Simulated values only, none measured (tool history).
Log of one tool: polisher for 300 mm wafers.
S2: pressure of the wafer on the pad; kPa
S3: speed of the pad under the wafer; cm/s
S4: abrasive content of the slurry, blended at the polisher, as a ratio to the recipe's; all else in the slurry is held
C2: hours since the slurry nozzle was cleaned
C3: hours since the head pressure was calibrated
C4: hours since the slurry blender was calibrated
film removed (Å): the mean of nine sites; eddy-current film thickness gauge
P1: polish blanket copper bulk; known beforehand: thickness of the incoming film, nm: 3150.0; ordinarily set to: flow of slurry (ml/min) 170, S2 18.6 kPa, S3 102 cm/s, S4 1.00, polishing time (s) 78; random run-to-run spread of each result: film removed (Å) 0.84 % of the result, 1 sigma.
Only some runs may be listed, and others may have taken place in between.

run 1 hour=5.8 | flow_of_slurry_(ml/min)=170 S2=18.6 S3=102 S4=1.00 polishing_time_(s)=78 | wafers_polished_on_this_pad=137 C2=101.0 C3=817.3 C4=262.8 | film_removed_(Å)=5929.6
run 2 hour=11.1 | flow_of_slurry_(ml/min)=115 S2=18.6 S3=66 S4=1.00 polishing_time_(s)=78 | wafers_polished_on_this_pad=200 C2=106.3 C3=822.6 C4=268.1 | film_removed_(Å)=3564.1
run 3 hour=17.5 | flow_of_slurry_(ml/min)=170 S2=27.6 S3=102 S4=1.00 polishing_time_(s)=78 | wafers_polished_on_this_pad=276 C2=112.7 C3=829.0 C4=274.5 | film_removed_(Å)=8773.0
run 4 hour=24.2 | flow_of_slurry_(ml/min)=100 S2=18.6 S3=102 S4=1.00 polishing_time_(s)=78 | wafers_polished_on_this_pad=355 C2=119.4 C3=835.7 C4=281.2 | film_removed_(Å)=5325.9
run 5 hour=28.7 | flow_of_slurry_(ml/min)=130 S2=18.6 S3=102 S4=1.00 polishing_time_(s)=57 | wafers_polished_on_this_pad=408 C2=123.9 C3=840.2 C4=285.7 | film_removed_(Å)=4111.5
run 6 hour=32.4 | flow_of_slurry_(ml/min)=230 S2=18.6 S3=102 S4=1.00 polishing_time_(s)=78 | wafers_polished_on_this_pad=452 C2=127.6 C3=843.9 C4=289.4 | film_removed_(Å)=6084.6
run 7 hour=37.2 | flow_of_slurry_(ml/min)=170 S2=18.6 S3=102 S4=0.60 polishing_time_(s)=78 | wafers_polished_on_this_pad=509 C2=132.4 C3=848.7 C4=294.2 | film_removed_(Å)=5367.0
run 8 hour=41.8 | flow_of_slurry_(ml/min)=170 S2=18.6 S3=102 S4=1.00 polishing_time_(s)=50 | wafers_polished_on_this_pad=564 C2=137.0 C3=853.3 C4=298.8 | film_removed_(Å)=3754.9
run 9 hour=45.5 | flow_of_slurry_(ml/min)=170 S2=18.6 S3=102 S4=1.00 polishing_time_(s)=112 | wafers_polished_on_this_pad=607 C2=140.7 C3=857.0 C4=302.5 | film_removed_(Å)=8529.2
run 10 hour=49.3 | flow_of_slurry_(ml/min)=170 S2=18.6 S3=102 S4=1.00 polishing_time_(s)=78 | wafers_polished_on_this_pad=652 C2=144.5 C3=860.8 C4=306.3 | film_removed_(Å)=5934.2
run 11 hour=56.1 | flow_of_slurry_(ml/min)=170 S2=18.6 S3=102 S4=1.00 polishing_time_(s)=78 | wafers_polished_on_this_pad=733 C2=151.3 C3=867.6 C4=313.1 | film_removed_(Å)=5909.3
run 12 hour=59.6 | flow_of_slurry_(ml/min)=170 S2=8.3 S3=102 S4=1.00 polishing_time_(s)=78 | wafers_polished_on_this_pad=774 C2=154.8 C3=871.1 C4=316.6 | film_removed_(Å)=2595.5
run 13 hour=65.3 | flow_of_slurry_(ml/min)=170 S2=18.6 S3=102 S4=1.00 polishing_time_(s)=78 | wafers_polished_on_this_pad=842 C2=160.5 C3=876.8 C4=322.3 | film_removed_(Å)=5900.1
run 14 hour=72.0 | flow_of_slurry_(ml/min)=170 S2=18.6 S3=102 S4=1.00 polishing_time_(s)=78 | wafers_polished_on_this_pad=921 C2=167.2 C3=883.5 C4=329.0 | film_removed_(Å)=5981.4
run 15 hour=77.0 | flow_of_slurry_(ml/min)=170 S2=18.6 S3=160 S4=1.00 polishing_time_(s)=78 | wafers_polished_on_this_pad=981 C2=172.2 C3=888.5 C4=334.0 | film_removed_(Å)=9231.4
run 16 hour=81.7 | flow_of_slurry_(ml/min)=170 S2=18.6 S3=102 S4=1.25 polishing_time_(s)=78 | wafers_polished_on_this_pad=1036 C2=176.9 C3=893.2 C4=338.7 | film_removed_(Å)=6193.2
run 17 hour=86.1 | flow_of_slurry_(ml/min)=170 S2=18.6 S3=102 S4=1.00 polishing_time_(s)=78 | wafers_polished_on_this_pad=1088 C2=181.3 C3=897.6 C4=343.1 | film_removed_(Å)=5870.9
run 18 hour=89.6 | flow_of_slurry_(ml/min)=170 S2=18.6 S3=158 S4=0.75 polishing_time_(s)=78 | wafers_polished_on_this_pad=1130 C2=184.8 C3=901.1 C4=346.6 | film_removed_(Å)=8666.6
run 19 hour=93.5 | flow_of_slurry_(ml/min)=170 S2=18.6 S3=58 S4=1.00 polishing_time_(s)=78 | wafers_polished_on_this_pad=1176 C2=188.7 C3=905.0 C4=350.5 | film_removed_(Å)=3355.8
run 20 hour=97.4 | flow_of_slurry_(ml/min)=170 S2=18.6 S3=102 S4=1.00 polishing_time_(s)=78 | wafers_polished_on_this_pad=1222 C2=192.6 C3=908.9 C4=354.4 | film_removed_(Å)=5858.1
run 21 hour=101.9 | flow_of_slurry_(ml/min)=170 S2=18.6 S3=102 S4=1.00 polishing_time_(s)=78 | wafers_polished_on_this_pad=1276 C2=197.1 C3=913.4 C4=358.9 | film_removed_(Å)=5891.0
run 22 hour=105.2 | flow_of_slurry_(ml/min)=170 S2=18.6 S3=102 S4=1.00 polishing_time_(s)=78 | wafers_polished_on_this_pad=1315 C2=200.4 C3=916.7 C4=362.2 | film_removed_(Å)=5831.9
run 23 hour=110.6 | flow_of_slurry_(ml/min)=170 S2=18.6 S3=102 S4=1.00 polishing_time_(s)=78 | wafers_polished_on_this_pad=1379 C2=205.8 C3=922.1 C4=367.6 | film_removed_(Å)=5786.8
run 24 hour=116.1 | flow_of_slurry_(ml/min)=170 S2=18.6 S3=102 S4=1.00 polishing_time_(s)=78 | wafers_polished_on_this_pad=1444 C2=211.3 C3=927.6 C4=373.1 | film_removed_(Å)=5651.7
run 25 hour=120.0 | flow_of_slurry_(ml/min)=170 S2=18.6 S3=102 S4=1.00 polishing_time_(s)=78 | wafers_polished_on_this_pad=1490 C2=215.2 C3=931.5 C4=377.0 | film_removed_(Å)=5690.1

Run 26 comes next. What will it give?
-- hour=120.5 head pressure recalibrated
run 26 hour=125.7 | flow_of_slurry_(ml/min)=170 S2=18.6 S3=102 S4=1.00 polishing_time_(s)=78 | wafers_polished_on_this_pad=1557 C2=220.9 C3=5.2 C4=382.7 | film_removed_(Å)=?

film removed (Å): 5526.4
